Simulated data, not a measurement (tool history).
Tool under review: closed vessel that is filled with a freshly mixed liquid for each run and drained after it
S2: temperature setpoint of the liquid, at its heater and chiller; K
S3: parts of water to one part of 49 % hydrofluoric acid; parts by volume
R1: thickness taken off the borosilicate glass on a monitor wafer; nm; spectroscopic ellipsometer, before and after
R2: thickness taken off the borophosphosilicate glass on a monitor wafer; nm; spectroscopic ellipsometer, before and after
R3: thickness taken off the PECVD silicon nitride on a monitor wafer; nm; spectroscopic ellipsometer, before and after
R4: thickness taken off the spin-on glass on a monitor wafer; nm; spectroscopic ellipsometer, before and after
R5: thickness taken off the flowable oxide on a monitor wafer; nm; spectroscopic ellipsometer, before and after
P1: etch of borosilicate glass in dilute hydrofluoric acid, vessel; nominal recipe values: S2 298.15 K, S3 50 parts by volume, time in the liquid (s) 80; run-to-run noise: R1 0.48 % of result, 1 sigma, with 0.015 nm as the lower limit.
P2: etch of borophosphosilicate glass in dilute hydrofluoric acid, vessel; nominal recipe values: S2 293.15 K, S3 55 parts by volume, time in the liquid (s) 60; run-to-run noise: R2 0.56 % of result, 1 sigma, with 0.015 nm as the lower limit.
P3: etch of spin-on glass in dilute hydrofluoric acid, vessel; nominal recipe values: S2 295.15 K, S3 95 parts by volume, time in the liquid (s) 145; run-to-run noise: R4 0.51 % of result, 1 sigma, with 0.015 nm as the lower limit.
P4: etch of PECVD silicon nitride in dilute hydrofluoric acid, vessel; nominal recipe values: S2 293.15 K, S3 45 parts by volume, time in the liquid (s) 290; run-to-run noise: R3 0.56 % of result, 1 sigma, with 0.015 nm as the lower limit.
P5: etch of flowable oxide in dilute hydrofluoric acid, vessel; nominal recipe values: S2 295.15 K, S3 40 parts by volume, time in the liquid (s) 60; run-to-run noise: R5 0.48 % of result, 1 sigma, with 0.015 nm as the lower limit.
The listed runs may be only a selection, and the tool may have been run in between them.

Run 1, hour 2.9: process that ran P1, S2 298.15 K, S3 50 parts by volume, time in the liquid (s) 80. Result: R1 45.998 nm.
Run 2, hour 7.4: process that ran P2, S2 290.15 K, S3 55 parts by volume, time in the liquid (s) 60. Result: R2 58.087 nm.
Run 3, hour 13.6: process that ran P4, S2 293.15 K, S3 45 parts by volume, time in the liquid (s) 290. Result: R3 18.465 nm.
Run 4, hour 18.9: process that ran P4, S2 293.15 K, S3 45 parts by volume, time in the liquid (s) 95. Result: R3 6.108 nm.
Run 5, hour 24.0: process that ran P2, S2 293.15 K, S3 55 parts by volume, time in the liquid (s) 60. Result: R2 66.255 nm.
Run 6, hour 29.2: process that ran P1, S2 298.15 K, S3 50 parts by volume, time in the liquid (s) 130. Result: R1 74.590 nm.
Run 7, hour 33.1: process that ran P3, S2 300.65 K, S3 95 parts by volume, time in the liquid (s) 145. Result: R4 47.834 nm.
Run 8, hour 35.8: process that ran P1, S2 298.15 K, S3 50 parts by volume, time in the liquid (s) 80. Result: R1 45.962 nm.
Run 9, hour 40.7: process that ran P1, S2 298.15 K, S3 50 parts by volume, time in the liquid (s) 80. Result: R1 46.014 nm.
Run 10, hour 44.5: process that ran P5, S2 295.15 K, S3 40 parts by volume, time in the liquid (s) 30. Result: R5 18.651 nm.
Run 11, hour 48.8: process that ran P1, S2 292.65 K, S3 50 parts by volume, time in the liquid (s) 80. Result: R1 36.603 nm.
Run 12, hour 54.1: process that ran P2, S2 293.15 K, S3 55 parts by volume, time in the liquid (s) 60. Result: R2 66.343 nm.
Run 13, hour 58.2: process that ran P1, S2 298.15 K, S3 50 parts by volume, time in the liquid (s) 80. Result: R1 45.688 nm.
Run 14, hour 63.9: process that ran P4, S2 293.15 K, S3 70 parts by volume, time in the liquid (s) 290. Result: R3 12.027 nm.
Run 15, hour 67.1: process that ran P2, S2 293.15 K, S3 105 parts by volume, time in the liquid (s) 60. Result: R2 32.923 nm.
Run 16, hour 72.9: process that ran P5, S2 290.15 K, S3 40 parts by volume, time in the liquid (s) 60. Result: R5 30.171 nm.
Run 17, hour 75.9: process that ran P1, S2 294.65 K, S3 50 parts by volume, time in the liquid (s) 30. Result: R1 14.887 nm.
Run 18, hour 79.9: process that ran P1, S2 298.15 K, S3 50 parts by volume, time in the liquid (s) 30. Result: R1 17.240 nm.
Run 19, hour 82.7: process that ran P1, S2 298.15 K, S3 20 parts by volume, time in the liquid (s) 80. Result: R1 118.940 nm.
Run 20, hour 87.9: process that ran P5, S2 295.15 K, S3 20 parts by volume, time in the liquid (s) 60. Result: R5 76.773 nm.
Run 21, hour 91.6: process that ran P1, S2 298.15 K, S3 90 parts by volume, time in the liquid (s) 80. Result: R1 24.269 nm.
Run 22, hour 94.9: process that ran P3, S2 295.15 K, S3 95 parts by volume, time in the liquid (s) 210. Result: R4 55.753 nm.
Run 23, hour 97.8: process that ran P3, S2 295.15 K, S3 95 parts by volume, time in the liquid (s) 145. Result: R4 38.310 nm.
Run 24, hour 101.4: process that ran P4, S2 299.15 K, S3 45 parts by volume, time in the liquid (s) 290. Result: R3 27.835 nm.
Run 25, hour 104.5: process that ran P2, S2 293.15 K, S3 55 parts by volume, time in the liquid (s) 100. Result: R2 111.040 nm.
Run 26, hour 110.1: process that ran P1, S2 304.15 K, S3 50 parts by volume, time in the liquid (s) 80. Result: R1 58.492 nm.
Run 27, hour 115.5: process that ran P3, S2 295.15 K, S3 45 parts by volume, time in the liquid (s) 145. Result: R4 86.295 nm.
Run 28, hour 119.2: process that ran P5, S2 295.15 K, S3 40 parts by volume, time in the liquid (s) 60. Result: R5 37.183 nm.
Run 29, hour 124.0: process that ran P1, S2 298.15 K, S3 50 parts by volume, time in the liquid (s) 80. Result: R1 46.052 nm.
Run 30, hour 128.1: process that ran P1, S2 298.15 K, S3 50 parts by volume, time in the liquid (s) 80. Result: R1 47.341 nm.
Run 31, hour 132.9: process that ran P1, S2 298.15 K, S3 50 parts by volume, time in the liquid (s) 80. Result: R1 47.977 nm.
Run 32, hour 138.3: process that ran P1, S2 298.15 K, S3 50 parts by volume, time in the liquid (s) 80. Result: R1 48.564 nm.
Run 33, hour 142.4: process that ran P1, S2 298.15 K, S3 50 parts by volume, time in the liquid (s) 80. Result: R1 49.022 nm.

What will run 34 give?
Run 34, hour 146.5: process that ran P1, S2 298.15 K, S3 50 parts by volume, time in the liquid (s) 80. Result: R1 ?.

Run 34 gave R1 48.387 nm.

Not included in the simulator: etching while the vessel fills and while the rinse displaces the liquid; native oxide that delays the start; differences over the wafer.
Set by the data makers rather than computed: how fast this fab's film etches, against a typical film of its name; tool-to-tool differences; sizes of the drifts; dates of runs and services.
